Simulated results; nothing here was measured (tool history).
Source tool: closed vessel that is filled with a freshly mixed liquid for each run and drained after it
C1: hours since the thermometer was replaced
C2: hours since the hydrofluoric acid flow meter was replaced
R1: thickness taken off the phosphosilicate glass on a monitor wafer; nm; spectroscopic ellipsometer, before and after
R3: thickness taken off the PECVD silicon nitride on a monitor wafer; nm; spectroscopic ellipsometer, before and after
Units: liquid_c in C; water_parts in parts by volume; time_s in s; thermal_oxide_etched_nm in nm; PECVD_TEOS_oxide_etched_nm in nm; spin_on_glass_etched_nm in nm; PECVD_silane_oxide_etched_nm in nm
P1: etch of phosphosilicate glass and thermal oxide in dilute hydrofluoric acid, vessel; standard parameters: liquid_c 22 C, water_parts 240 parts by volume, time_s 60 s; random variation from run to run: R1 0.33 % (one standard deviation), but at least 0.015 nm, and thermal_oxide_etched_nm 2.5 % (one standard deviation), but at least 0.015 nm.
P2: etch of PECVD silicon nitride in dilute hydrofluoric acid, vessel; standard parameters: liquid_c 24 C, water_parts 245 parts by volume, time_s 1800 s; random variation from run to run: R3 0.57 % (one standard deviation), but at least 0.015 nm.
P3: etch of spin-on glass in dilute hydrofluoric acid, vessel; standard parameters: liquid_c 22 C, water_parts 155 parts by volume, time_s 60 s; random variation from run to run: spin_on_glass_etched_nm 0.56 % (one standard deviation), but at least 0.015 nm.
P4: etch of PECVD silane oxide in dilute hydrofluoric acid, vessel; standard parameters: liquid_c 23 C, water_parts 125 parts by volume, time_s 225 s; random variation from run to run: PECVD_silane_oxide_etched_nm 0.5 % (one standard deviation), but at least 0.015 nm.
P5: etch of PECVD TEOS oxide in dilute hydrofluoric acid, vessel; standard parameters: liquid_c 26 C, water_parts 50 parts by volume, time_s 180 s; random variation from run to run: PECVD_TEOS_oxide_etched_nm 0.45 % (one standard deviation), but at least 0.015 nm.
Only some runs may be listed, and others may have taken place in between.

run 1 hour=9.6 | process=P1 liquid_c=22 water_parts=240 time_s=60 | C1=374.8 C2=342.8 | R1=14.501 thermal_oxide_etched_nm=0.89218
run 2 hour=18.7 | process=P2 liquid_c=24 water_parts=245 time_s=410 | C1=383.9 C2=351.9 | R3=5.3565
run 3 hour=23.6 | process=P5 liquid_c=26 water_parts=50 time_s=30 | C1=388.8 C2=356.8 | PECVD_TEOS_oxide_etched_nm=8.7579
run 4 hour=33.7 | process=P3 liquid_c=22 water_parts=70 time_s=60 | C1=398.9 C2=366.9 | spin_on_glass_etched_nm=27.622
run 5 hour=42.6 | process=P1 liquid_c=22 water_parts=240 time_s=60 | C1=407.8 C2=375.8 | R1=14.401 thermal_oxide_etched_nm=0.88394
run 6 hour=52.3 | process=P1 liquid_c=22 water_parts=240 time_s=60 | C1=417.5 C2=385.5 | R1=14.447 thermal_oxide_etched_nm=0.83279
run 7 hour=57.2 | process=P1 liquid_c=17 water_parts=240 time_s=60 | C1=422.4 C2=390.4 | R1=11.873 thermal_oxide_etched_nm=0.75585
run 8 hour=62.1 | process=P1 liquid_c=22 water_parts=110 time_s=110 | C1=427.3 C2=395.3 | R1=66.776 thermal_oxide_etched_nm=4.1148
run 9 hour=69.7 | process=P3 liquid_c=29 water_parts=155 time_s=60 | C1=434.9 C2=402.9 | spin_on_glass_etched_nm=14.696
run 10 hour=74.9 | process=P3 liquid_c=22 water_parts=155 time_s=60 | C1=440.1 C2=408.1 | spin_on_glass_etched_nm=11.32
run 11 hour=81.4 | process=P2 liquid_c=24 water_parts=110 time_s=1800 | C1=446.6 C2=414.6 | R3=51.266
run 12 hour=91.8 | process=P2 liquid_c=18.5 water_parts=245 time_s=1800 | C1=457 C2=425 | R3=16.609
run 13 hour=98.8 | process=P3 liquid_c=22 water_parts=155 time_s=60 | C1=464 C2=432 | spin_on_glass_etched_nm=11.283
run 14 hour=105.9 | process=P4 liquid_c=23 water_parts=125 time_s=225 | C1=471.1 C2=439.1 | PECVD_silane_oxide_etched_nm=25.218
run 15 hour=111.9 | process=P5 liquid_c=32.5 water_parts=50 time_s=180 | C1=477.1 C2=445.1 | PECVD_TEOS_oxide_etched_nm=68.481
run 16 hour=120.9 | process=P1 liquid_c=22 water_parts=240 time_s=60 | C1=486.1 C2=454.1 | R1=14.511 thermal_oxide_etched_nm=0.87647
run 17 hour=129 | process=P2 liquid_c=24 water_parts=245 time_s=1800 | C1=494.2 C2=462.2 | R3=23.24
run 18 hour=139.8 | process=P1 liquid_c=22 water_parts=240 time_s=95 | C1=505 C2=473 | R1=22.924 thermal_oxide_etched_nm=1.3846
run 19 hour=145.7 | process=P1 liquid_c=22 water_parts=240 time_s=30 | C1=510.9 C2=478.9 | R1=7.2529 thermal_oxide_etched_nm=0.44335
run 20 hour=151.3 | process=P4 liquid_c=23 water_parts=225 time_s=225 | C1=516.5 C2=484.5 | PECVD_silane_oxide_etched_nm=12.397
run 21 hour=158.3 | process=P5 liquid_c=26 water_parts=80 time_s=180 | C1=523.5 C2=491.5 | PECVD_TEOS_oxide_etched_nm=31.535
run 22 hour=167.8 | process=P1 liquid_c=25.5 water_parts=395 time_s=60 | C1=533 C2=501 | R1=8.5193 thermal_oxide_etched_nm=0.4983
run 23 hour=176.1 | process=P4 liquid_c=23 water_parts=125 time_s=65 | C1=541.3 C2=509.3 | PECVD_silane_oxide_etched_nm=7.1782
run 24 hour=184.6 | process=P3 liquid_c=22 water_parts=155 time_s=30 | C1=549.8 C2=517.8 | spin_on_glass_etched_nm=5.598

The next listed run, before its measurement:
run 25 hour=192.8 | process=P1 liquid_c=22 water_parts=240 time_s=60 | C1=558 C2=526 | R1=? thermal_oxide_etched_nm=?

{"run 25": {"R1": 14.436, "thermal_oxide_etched_nm": 0.88151}}
